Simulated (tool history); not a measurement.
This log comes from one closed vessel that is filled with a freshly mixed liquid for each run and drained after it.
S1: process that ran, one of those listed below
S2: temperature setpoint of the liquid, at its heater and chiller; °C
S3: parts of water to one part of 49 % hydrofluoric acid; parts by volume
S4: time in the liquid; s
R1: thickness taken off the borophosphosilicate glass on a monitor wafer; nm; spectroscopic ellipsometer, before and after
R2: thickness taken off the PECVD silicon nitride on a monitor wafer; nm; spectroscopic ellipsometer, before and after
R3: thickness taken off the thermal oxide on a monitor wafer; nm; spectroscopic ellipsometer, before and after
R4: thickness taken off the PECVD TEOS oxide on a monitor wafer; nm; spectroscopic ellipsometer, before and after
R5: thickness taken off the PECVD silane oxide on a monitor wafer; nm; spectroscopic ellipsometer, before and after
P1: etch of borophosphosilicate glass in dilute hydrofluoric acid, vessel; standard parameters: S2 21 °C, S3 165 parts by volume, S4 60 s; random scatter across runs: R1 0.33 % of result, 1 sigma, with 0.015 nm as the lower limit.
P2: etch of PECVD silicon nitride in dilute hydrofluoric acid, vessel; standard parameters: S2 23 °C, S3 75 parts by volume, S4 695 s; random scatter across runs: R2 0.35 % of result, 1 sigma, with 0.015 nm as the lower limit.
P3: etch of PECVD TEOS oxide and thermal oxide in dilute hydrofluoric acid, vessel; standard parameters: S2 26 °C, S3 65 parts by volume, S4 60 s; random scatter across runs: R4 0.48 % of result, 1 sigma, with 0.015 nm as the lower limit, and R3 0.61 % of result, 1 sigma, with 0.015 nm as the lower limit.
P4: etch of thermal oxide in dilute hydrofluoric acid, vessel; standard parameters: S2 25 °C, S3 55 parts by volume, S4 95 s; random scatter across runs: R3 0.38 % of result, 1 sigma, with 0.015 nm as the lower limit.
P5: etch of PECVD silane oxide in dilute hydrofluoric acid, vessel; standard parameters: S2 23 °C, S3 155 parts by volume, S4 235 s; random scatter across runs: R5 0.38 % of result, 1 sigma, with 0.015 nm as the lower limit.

{"run": 1, "day": 0.15, "S1": "P1", "S2": 21, "S3": 165, "S4": 60, "R1": 8.9056}
{"run": 2, "day": 0.475, "S1": "P2", "S2": 23, "S3": 75, "S4": 695, "R2": 29.852}
{"run": 3, "day": 0.692, "S1": "P1", "S2": 17, "S3": 275, "S4": 60, "R1": 4.1695}
{"run": 4, "day": 0.858, "S1": "P2", "S2": 23, "S3": 115, "S4": 695, "R2": 19.573}
{"run": 5, "day": 1.138, "S1": "P4", "S2": 31.5, "S3": 55, "S4": 95, "R3": 11.449}
{"run": 6, "day": 1.329, "S1": "P3", "S2": 26, "S3": 115, "S4": 60, "R3": 2.5138, "R4": 15.768}
{"day": 1.5, "done": "hydrofluoric acid flow meter replaced"}
{"run": 7, "day": 1.538, "S1": "P5", "S2": 17, "S3": 155, "S4": 235, "R5": 36.126}
{"run": 8, "day": 1.808, "S1": "P1", "S2": 21, "S3": 165, "S4": 60, "R1": 8.9521}
{"run": 9, "day": 2.012, "S1": "P1", "S2": 21, "S3": 165, "S4": 60, "R1": 9.0289}
{"run": 10, "day": 2.288, "S1": "P3", "S2": 26, "S3": 65, "S4": 110, "R3": 8.777, "R4": 54.244}
{"run": 11, "day": 2.6, "S1": "P1", "S2": 17.5, "S3": 265, "S4": 60, "R1": 4.4147}
{"run": 12, "day": 2.846, "S1": "P1", "S2": 21, "S3": 165, "S4": 30, "R1": 4.4422}
{"run": 13, "day": 3.117, "S1": "P4", "S2": 25, "S3": 55, "S4": 95, "R3": 8.8339}
{"run": 14, "day": 3.392, "S1": "P2", "S2": 23, "S3": 75, "S4": 695, "R2": 29.918}
{"run": 15, "day": 3.646, "S1": "P1", "S2": 17, "S3": 165, "S4": 60, "R1": 7.6338}
{"run": 16, "day": 3.812, "S1": "P1", "S2": 27, "S3": 165, "S4": 60, "R1": 11.229}
{"run": 17, "day": 4.088, "S1": "P1", "S2": 21, "S3": 165, "S4": 60, "R1": 8.9792}
{"run": 18, "day": 4.417, "S1": "P4", "S2": 25, "S3": 80, "S4": 95, "R3": 5.8163}
{"run": 19, "day": 4.675, "S1": "P2", "S2": 17, "S3": 75, "S4": 695, "R2": 19.739}
{"run": 20, "day": 4.929, "S1": "P1", "S2": 21, "S3": 85, "S4": 60, "R1": 18.984}
{"run": 21, "day": 5.146, "S1": "P5", "S2": 23, "S3": 265, "S4": 235, "R5": 23.963}
{"run": 22, "day": 5.362, "S1": "P5", "S2": 23, "S3": 155, "S4": 60, "R5": 11.705}
{"run": 23, "day": 5.554, "S1": "P5", "S2": 23, "S3": 155, "S4": 235, "R5": 45.953}
{"run": 24, "day": 5.842, "S1": "P1", "S2": 21, "S3": 270, "S4": 60, "R1": 4.9147}
{"run": 25, "day": 6.058, "S1": "P5", "S2": 23, "S3": 155, "S4": 235, "R5": 46.253}
{"run": 26, "day": 6.212, "S1": "P3", "S2": 26, "S3": 65, "S4": 60, "R3": 4.6913, "R4": 29.664}
{"run": 27, "day": 6.512, "S1": "P3", "S2": 29.5, "S3": 65, "S4": 60, "R3": 5.4252, "R4": 33.996}
{"run": 28, "day": 6.658, "S1": "P2", "S2": 23, "S3": 75, "S4": 360, "R2": 15.6}
{"run": 29, "day": 6.962, "S1": "P1", "S2": 21, "S3": 165, "S4": 60, "R1": 8.9726}
{"run": 30, "day": 7.129, "S1": "P1", "S2": 21, "S3": 165, "S4": 60, "R1": 8.9631}
{"run": 31, "day": 7.333, "S1": "P3", "S2": 26, "S3": 65, "S4": 60, "R3": 4.7383, "R4": 29.496}
{"run": 32, "day": 7.633, "S1": "P1", "S2": 21, "S3": 165, "S4": 100, "R1": 15.031}
{"run": 33, "day": 7.942, "S1": "P1", "S2": 21, "S3": 165, "S4": 60, "R1": 8.9538}
{"run": 34, "day": 8.117, "S1": "P4", "S2": 25, "S3": 55, "S4": 170, "R3": 15.675}
{"run": 35, "day": 8.338, "S1": "P1", "S2": 21, "S3": 165, "S4": 60, "R1": 8.9952}
{"run": 36, "day": 8.517, "S1": "P1", "S2": 21, "S3": 165, "S4": 60, "R1": 8.6539}
{"run": 37, "day": 8.733, "S1": "P1", "S2": 21, "S3": 165, "S4": 60, "R1": 8.5153}
{"run": 38, "day": 8.888, "S1": "P1", "S2": 21, "S3": 165, "S4": 60, "R1": 8.3269}
{"run": 39, "day": 9.133, "S1": "P1", "S2": 21, "S3": 165, "S4": 60, "R1": 8.2911}
{"run": 40, "day": 9.383, "S1": "P1", "S2": 21, "S3": 165, "S4": 60, "R1": 8.324}
{"run": 41, "day": 9.6, "S1": "P1", "S2": 21, "S3": 165, "S4": 60, "R1": 8.2519}

What P1 gives has crept off from where it sat before. The 2 causes that follow fit the log equally well, each at the size noted:
A: hydrofluoric acid flow below the setpoint (%) = 6.52
B: liquid colder than its thermometer reads (K) = 2.02
Creep in the process output first set in at about day 8.338.

4 check runs are offered, one wafer each, their results left as question marks. Which one tells the causes apart?
{"run": "check 1", "day": 9.817, "S1": "P2", "S2": 23, "S3": 75, "S4": 695, "R2": "?"}
{"run": "check 2", "day": 9.817, "S1": "P3", "S2": 26, "S3": 65, "S4": 60, "R3": "?", "R4": "?"}
{"run": "check 3", "day": 9.817, "S1": "P4", "S2": 25, "S3": 55, "S4": 95, "R3": "?"}
{"run": "check 4", "day": 9.817, "S1": "P5", "S2": 23, "S3": 155, "S4": 235, "R5": "?"}

What every check run would give for each of its results, assuming each possible cause in turn:
check=check_1 result=R2 if_A=28.021 if_B=26.113
check=check_2 result=R3 if_A=4.419 if_B=4.3839
check=check_2 result=R4 if_A=27.451 if_B=27.233
check=check_3 result=R3 if_A=8.1505 if_B=8.0682
check=check_4 result=R5 if_A=42.567 if_B=42.601
Distance between the nearest two causes, measured in the result of the check that separates them most: check 1 7.05 %; check 2 0.8 %; check 3 1.02 %; check 4 0.08 %
Only check 1 tells the causes apart: in the others they would give nearly the same result.

Then check 1 was run and gave: R2 28.01 nm. Which cause is it?

The cause is A: hydrofluoric acid flow below the setpoint (%).

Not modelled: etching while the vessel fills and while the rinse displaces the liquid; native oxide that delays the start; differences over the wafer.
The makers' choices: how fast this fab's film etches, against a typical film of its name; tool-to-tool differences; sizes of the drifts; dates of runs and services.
